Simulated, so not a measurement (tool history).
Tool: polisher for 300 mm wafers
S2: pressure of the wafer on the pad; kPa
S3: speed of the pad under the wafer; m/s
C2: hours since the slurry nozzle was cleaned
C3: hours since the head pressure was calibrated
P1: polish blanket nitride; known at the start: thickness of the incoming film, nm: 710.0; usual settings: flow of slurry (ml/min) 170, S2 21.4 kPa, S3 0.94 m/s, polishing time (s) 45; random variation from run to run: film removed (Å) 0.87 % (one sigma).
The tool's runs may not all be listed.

run 1 day=0.204 | flow_of_slurry_(ml/min)=170 S2=21.4 S3=0.94 polishing_time_(s)=45 | wafers_polished_on_this_pad=350 C2=112.8 C3=194.9 | film_removed_(Å)=782.63
run 2 day=0.338 | flow_of_slurry_(ml/min)=170 S2=21.4 S3=0.94 polishing_time_(s)=70 | wafers_polished_on_this_pad=387 C2=116.0 C3=198.1 | film_removed_(Å)=1225.00
run 3 day=0.567 | flow_of_slurry_(ml/min)=100 S2=21.4 S3=0.94 polishing_time_(s)=45 | wafers_polished_on_this_pad=450 C2=121.5 C3=203.6 | film_removed_(Å)=691.45
run 4 day=0.788 | flow_of_slurry_(ml/min)=170 S2=12.4 S3=0.94 polishing_time_(s)=45 | wafers_polished_on_this_pad=511 C2=126.8 C3=208.9 | film_removed_(Å)=449.93
run 5 day=1.017 | flow_of_slurry_(ml/min)=170 S2=21.4 S3=0.94 polishing_time_(s)=25 | wafers_polished_on_this_pad=575 C2=132.3 C3=214.4 | film_removed_(Å)=430.52
run 6 day=1.225 | flow_of_slurry_(ml/min)=170 S2=21.4 S3=0.94 polishing_time_(s)=45 | wafers_polished_on_this_pad=632 C2=137.3 C3=219.4 | film_removed_(Å)=758.01
run 7 day=1.350 | flow_of_slurry_(ml/min)=170 S2=9.7 S3=0.94 polishing_time_(s)=28 | wafers_polished_on_this_pad=667 C2=140.3 C3=222.4 | film_removed_(Å)=216.47
run 8 day=1.458 | flow_of_slurry_(ml/min)=170 S2=29.0 S3=0.56 polishing_time_(s)=45 | wafers_polished_on_this_pad=697 C2=142.9 C3=225.0 | film_removed_(Å)=684.19
run 9 day=1.567 | flow_of_slurry_(ml/min)=170 S2=21.4 S3=0.94 polishing_time_(s)=45 | wafers_polished_on_this_pad=727 C2=145.5 C3=227.6 | film_removed_(Å)=763.01
run 10 day=1.679 | flow_of_slurry_(ml/min)=170 S2=21.4 S3=1.22 polishing_time_(s)=45 | wafers_polished_on_this_pad=758 C2=148.2 C3=230.3 | film_removed_(Å)=962.25
run 11 day=1.833 | flow_of_slurry_(ml/min)=170 S2=31.0 S3=0.94 polishing_time_(s)=45 | wafers_polished_on_this_pad=800 C2=151.9 C3=234.0 | film_removed_(Å)=1112.80
run 12 day=2.038 | flow_of_slurry_(ml/min)=170 S2=21.4 S3=0.94 polishing_time_(s)=45 | wafers_polished_on_this_pad=857 C2=156.8 C3=238.9 | film_removed_(Å)=772.22
run 13 day=2.225 | flow_of_slurry_(ml/min)=170 S2=21.4 S3=0.94 polishing_time_(s)=45 | wafers_polished_on_this_pad=909 C2=161.3 C3=243.4 | film_removed_(Å)=774.54
run 14 day=2.338 | flow_of_slurry_(ml/min)=240 S2=21.4 S3=0.94 polishing_time_(s)=45 | wafers_polished_on_this_pad=940 C2=164.0 C3=246.1 | film_removed_(Å)=807.18
run 15 day=2.508 | flow_of_slurry_(ml/min)=170 S2=21.4 S3=0.94 polishing_time_(s)=45 | wafers_polished_on_this_pad=987 C2=168.1 C3=250.2 | film_removed_(Å)=779.48
run 16 day=2.696 | flow_of_slurry_(ml/min)=170 S2=21.4 S3=0.42 polishing_time_(s)=45 | wafers_polished_on_this_pad=1039 C2=172.6 C3=254.7 | film_removed_(Å)=412.51
run 17 day=2.842 | flow_of_slurry_(ml/min)=170 S2=21.4 S3=0.94 polishing_time_(s)=45 | wafers_polished_on_this_pad=1079 C2=176.1 C3=258.2 | film_removed_(Å)=780.03
run 18 day=2.958 | flow_of_slurry_(ml/min)=170 S2=21.4 S3=0.72 polishing_time_(s)=22 | wafers_polished_on_this_pad=1111 C2=178.9 C3=261.0 | film_removed_(Å)=305.12
run 19 day=3.183 | flow_of_slurry_(ml/min)=170 S2=21.4 S3=0.94 polishing_time_(s)=45 | wafers_polished_on_this_pad=1173 C2=184.3 C3=266.4 | film_removed_(Å)=784.95
run 20 day=3.392 | flow_of_slurry_(ml/min)=170 S2=21.4 S3=0.94 polishing_time_(s)=45 | wafers_polished_on_this_pad=1231 C2=189.3 C3=271.4 | film_removed_(Å)=759.33
run 21 day=3.633 | flow_of_slurry_(ml/min)=170 S2=21.4 S3=0.94 polishing_time_(s)=45 | wafers_polished_on_this_pad=1298 C2=195.1 C3=277.2 | film_removed_(Å)=737.57
run 22 day=3.767 | flow_of_slurry_(ml/min)=170 S2=21.4 S3=0.94 polishing_time_(s)=45 | wafers_polished_on_this_pad=1335 C2=198.3 C3=280.4 | film_removed_(Å)=719.84
-- day=3.971 head pressure recalibrated
run 23 day=4.000 | flow_of_slurry_(ml/min)=170 S2=21.4 S3=0.94 polishing_time_(s)=45 | wafers_polished_on_this_pad=1399 C2=203.9 C3=0.8 | film_removed_(Å)=717.99
run 24 day=4.121 | flow_of_slurry_(ml/min)=170 S2=21.4 S3=0.94 polishing_time_(s)=45 | wafers_polished_on_this_pad=1433 C2=206.8 C3=3.7 | film_removed_(Å)=722.60
run 25 day=4.354 | flow_of_slurry_(ml/min)=170 S2=21.4 S3=0.94 polishing_time_(s)=45 | wafers_polished_on_this_pad=1497 C2=212.4 C3=9.3 | film_removed_(Å)=715.13

What P1 gives has crept away from where it was. These 2 causes fit the log equally well, each at the size given:
A: removal rate lost through wear of the pad, % = 7.51
B: slurry flow missing at the pad, % = 33.8
The creep began at about day 3.183.
Why every other cause is out:
head's pressure below its setpoint, %: serviced at day 3.971, which brought nothing back

4 check runs are offered, each on 2 wafers whose results are averaged, their results left as question marks. Which one tells the causes apart?
run check 1 day=4.588 | flow_of_slurry_(ml/min)=170 S2=13.1 S3=0.94 polishing_time_(s)=45 | film_removed_(Å)=?
run check 2 day=4.588 | flow_of_slurry_(ml/min)=100 S2=21.4 S3=0.94 polishing_time_(s)=32 | film_removed_(Å)=?
run check 3 day=4.588 | flow_of_slurry_(ml/min)=170 S2=21.4 S3=0.54 polishing_time_(s)=45 | film_removed_(Å)=?
run check 4 day=4.588 | flow_of_slurry_(ml/min)=210 S2=21.4 S3=0.66 polishing_time_(s)=45 | film_removed_(Å)=?

What each check would give under each cause:
check=check_1 result=film_removed_(Å) if_A=441.05 if_B=441.12
check=check_2 result=film_removed_(Å) if_A=460.20 if_B=439.29
check=check_3 result=film_removed_(Å) if_A=461.86 if_B=461.93
check=check_4 result=film_removed_(Å) if_A=558.68 if_B=566.53
How far apart the two closest causes lie, in the result that separates them most: check 1 0.02 %; check 2 4.65 %; check 3 0.02 %; check 4 1.39 %
Check 2 tells the causes apart: in the others they would give nearly the same result.

Check 2 was then run and gave: film removed (Å) 439.83. Which cause is it?

It is B: slurry flow missing at the pad, %.

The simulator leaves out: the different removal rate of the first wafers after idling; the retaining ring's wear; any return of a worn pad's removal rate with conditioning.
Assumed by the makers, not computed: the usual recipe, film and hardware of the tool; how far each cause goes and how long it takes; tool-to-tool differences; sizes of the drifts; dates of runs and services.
